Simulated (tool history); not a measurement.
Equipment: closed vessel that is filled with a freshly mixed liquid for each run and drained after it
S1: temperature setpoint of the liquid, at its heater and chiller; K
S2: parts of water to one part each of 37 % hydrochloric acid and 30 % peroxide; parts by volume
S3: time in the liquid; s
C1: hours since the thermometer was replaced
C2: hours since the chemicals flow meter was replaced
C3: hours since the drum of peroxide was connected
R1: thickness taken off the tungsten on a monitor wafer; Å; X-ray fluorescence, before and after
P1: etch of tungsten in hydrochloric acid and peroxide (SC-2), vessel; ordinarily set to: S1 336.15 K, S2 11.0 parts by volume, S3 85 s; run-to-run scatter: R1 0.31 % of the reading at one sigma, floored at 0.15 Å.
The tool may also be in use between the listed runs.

run   hour      S1    S2   S3     C1      C2     C3      R1
  1   13.5  336.15  11.0   85  284.2  1199.5  699.6  403.28
  2   27.1  336.15  11.0   30  297.8  1213.1  713.2  142.92
  3   42.9  336.15  11.0   85  313.6  1228.9  729.0  403.17
  4   57.1  336.15  11.0   85  327.8  1243.1  743.2  404.01
  5   64.4  319.65  11.0   85  335.1  1250.4  750.5  138.66
  6   79.6  336.15  11.0   85  350.3  1265.6  765.7  403.81
  7   91.2  345.15  11.0   85  361.9  1277.2  777.3  694.59
  8  106.2  336.15   4.0   85  376.9  1292.2  792.3  874.07
     110.2  -- chemicals flow meter replaced
  9  122.2  336.15  11.0   85  392.9    12.1  808.3  404.25
 10  132.8  336.15   7.5  150  403.5    22.7  818.9  975.60
 11  148.3  336.15  11.0   85  419.0    38.2  834.4  403.92
 12  158.1  336.15  11.0  125  428.8    48.0  844.2  593.69
 13  172.6  336.15  15.5   85  443.3    62.5  858.7  298.74
 14  182.3  325.15   4.0   85  453.0    72.2  868.4  435.29
 15  192.7  336.15  11.0   85  463.4    82.6  878.8  404.20
 16  200.8  336.15  11.0   85  471.5    90.7  886.9  414.50
 17  211.2  336.15  11.0   85  481.9   101.1  897.3  423.20
 18  221.2  336.15  11.0   85  491.9   111.1  907.3  427.75

Run 19 is up next; what results do you expect?
 19  229.4  336.15  11.0  85  500.1  119.3  915.5   ?

{"run 19": {"R1": 431.12}}

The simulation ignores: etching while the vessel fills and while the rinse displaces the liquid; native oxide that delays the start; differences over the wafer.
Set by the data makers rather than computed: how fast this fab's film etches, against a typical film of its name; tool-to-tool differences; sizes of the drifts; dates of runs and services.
